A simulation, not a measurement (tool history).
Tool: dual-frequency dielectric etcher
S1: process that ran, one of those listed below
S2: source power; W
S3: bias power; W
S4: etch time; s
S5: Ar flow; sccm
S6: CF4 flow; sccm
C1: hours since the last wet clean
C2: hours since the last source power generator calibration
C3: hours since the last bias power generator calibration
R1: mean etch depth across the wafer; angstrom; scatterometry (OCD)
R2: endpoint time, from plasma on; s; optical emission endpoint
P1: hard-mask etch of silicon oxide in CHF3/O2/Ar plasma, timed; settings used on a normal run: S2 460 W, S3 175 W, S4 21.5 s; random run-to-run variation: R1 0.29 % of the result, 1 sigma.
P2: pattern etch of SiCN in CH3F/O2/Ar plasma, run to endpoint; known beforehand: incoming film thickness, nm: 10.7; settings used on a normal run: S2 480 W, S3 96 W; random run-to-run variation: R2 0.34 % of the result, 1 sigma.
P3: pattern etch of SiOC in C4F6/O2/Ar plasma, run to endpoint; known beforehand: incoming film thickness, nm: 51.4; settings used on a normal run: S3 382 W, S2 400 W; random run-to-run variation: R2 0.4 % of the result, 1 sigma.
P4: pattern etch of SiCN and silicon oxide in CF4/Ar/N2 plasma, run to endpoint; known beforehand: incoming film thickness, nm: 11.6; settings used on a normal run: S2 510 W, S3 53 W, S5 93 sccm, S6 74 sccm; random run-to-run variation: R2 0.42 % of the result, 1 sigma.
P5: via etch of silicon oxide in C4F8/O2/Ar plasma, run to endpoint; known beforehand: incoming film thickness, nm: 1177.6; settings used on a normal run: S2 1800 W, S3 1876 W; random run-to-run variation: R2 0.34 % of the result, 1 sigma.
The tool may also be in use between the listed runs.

run	hour	S1	S2	S3	S4	S5	S6	C1	C2	C3	R1	R2
1	4.9	P1	460	175	21.5			188.1	482.3	536.6	356.03	
2	11.8	P5	2240	1876				195	489.2	543.5		224.68
3	17.7	P4	510	53		93	74	200.9	495.1	549.4		12.53
4	25.5	P1	610	175	21.5			208.7	502.9	557.2	396.21	
5	32.1	P3	400	382				215.3	509.5	563.8		18.445
6	38.5	P1	460	175	21.5			221.7	515.9	570.2	356.64	
7	45.5	P1	460	175	21.5			228.7	522.9	577.2	353.96	
8	50.6	P3	400	543				233.8	528	582.3		16.248
9	58.3	P1	310	107	21.5			241.5	535.7	590	259.93	
10	65.6	P2	480	96				248.8	543	597.3		24.679
11	69.3	P1	460	175	28.5			252.5	546.7	601	470.47	
12	76.6	P5	1800	1876				259.8	554	608.3		246.33
13	83.7	P4	340	53		93	74	266.9	561.1	615.4		17.926
14	87.1	P3	400	382				270.3	564.5	618.8		18.31
15	91.6	P3	250	382				274.8	569	623.3		21.866
# hour 94.9: wet clean of the chamber
16	99.1	P1	460	175	21.5			4.3	576.5	630.8	357.05	
17	103.4	P4	510	53		93	74	8.6	580.8	635.1		12.649
18	110.8	P1	460	114	21.5			16	588.2	642.5	309.11	
19	116.2	P1	330	175	21.5			21.4	593.6	647.9	314.35	
20	123.7	P2	310	96				28.9	601.1	655.4		28.971
21	127.3	P4	510	53		93	57	32.5	604.7	659		13.106
22	134.5	P4	510	36		93	74	39.7	611.9	666.2		14.07
23	138.4	P4	510	53		57	74	43.6	615.8	670.1		11.676
24	144.5	P5	1800	1161				49.7	621.9	676.2		279.56
25	149.5	P2	480	129				54.7	626.9	681.2		22.03
26	154.2	P5	1800	1876				59.4	631.6	685.9		244.73
27	160.9	P1	460	175	21.5			66.1	638.3	692.6	355.66	
28	165	P1	460	175	12			70.2	642.4	696.7	200.02	
29	171.1	P1	460	227	21.5			76.3	648.5	702.8	389.57	
30	174.6	P1	640	175	16			79.8	652	706.3	300.47	
31	179	P1	460	175	21.5			84.2	656.4	710.7	356.99	
32	185.4	P1	460	175	21.5			90.6	662.8	717.1	361.3	
33	190.2	P1	460	175	21.5			95.4	667.6	721.9	359.06	
# hour 197.1: wet clean of the chamber
34	197.7	P1	460	175	21.5			0.7	675.1	729.4	359.64	
35	201.9	P1	460	175	21.5			4.9	679.3	733.6	360.98	
36	208.3	P1	460	175	21.5			11.3	685.7	740	360.71	
37	215.1	P1	460	175	21.5			18.1	692.5	746.8	361.74	

What P1 gives has crept off from where it sat before. The 2 causes that follow fit the log equally well, each at the size noted:
A: bias power that arrives over what is set, % = 4.32
B: source power that arrives over what is set, % = 3.87
Creep in the process output first set in at about hour 179.
Why every other cause is out:
chamber walls in a state that raises the etch rate, %: work on it at hour 197.1, done after the drift set in, did not restore what the process gave before

Of the 4 check runs below, each run on 2 wafers with the results averaged and each result still a question mark, which one would tell the listed causes apart?
check 1	221.9	P5	1800	1164								?
check 2	221.9	P3	320	437								?
check 3	221.9	P2	320	114								?
check 4	221.9	P4	510	53		58	74					?

How each check would come out, cause by cause:
check	result	if A	if B
check 1	R2	276.34	275
check 2	R2	18.765	18.796
check 3	R2	26.311	26.383
check 4	R2	11.519	11.267
How far apart the two closest causes lie, in the result that separates them most: check 1 0.49 %; check 2 0.17 %; check 3 0.27 %; check 4 2.21 %
The causes can be told apart only by check 4. The other checks would give nearly the same results under each of them.

After running check 4, the following was obtained: R2 11.266 s. Which cause does this point to?

It was cause B: source power that arrives over what is set, %.

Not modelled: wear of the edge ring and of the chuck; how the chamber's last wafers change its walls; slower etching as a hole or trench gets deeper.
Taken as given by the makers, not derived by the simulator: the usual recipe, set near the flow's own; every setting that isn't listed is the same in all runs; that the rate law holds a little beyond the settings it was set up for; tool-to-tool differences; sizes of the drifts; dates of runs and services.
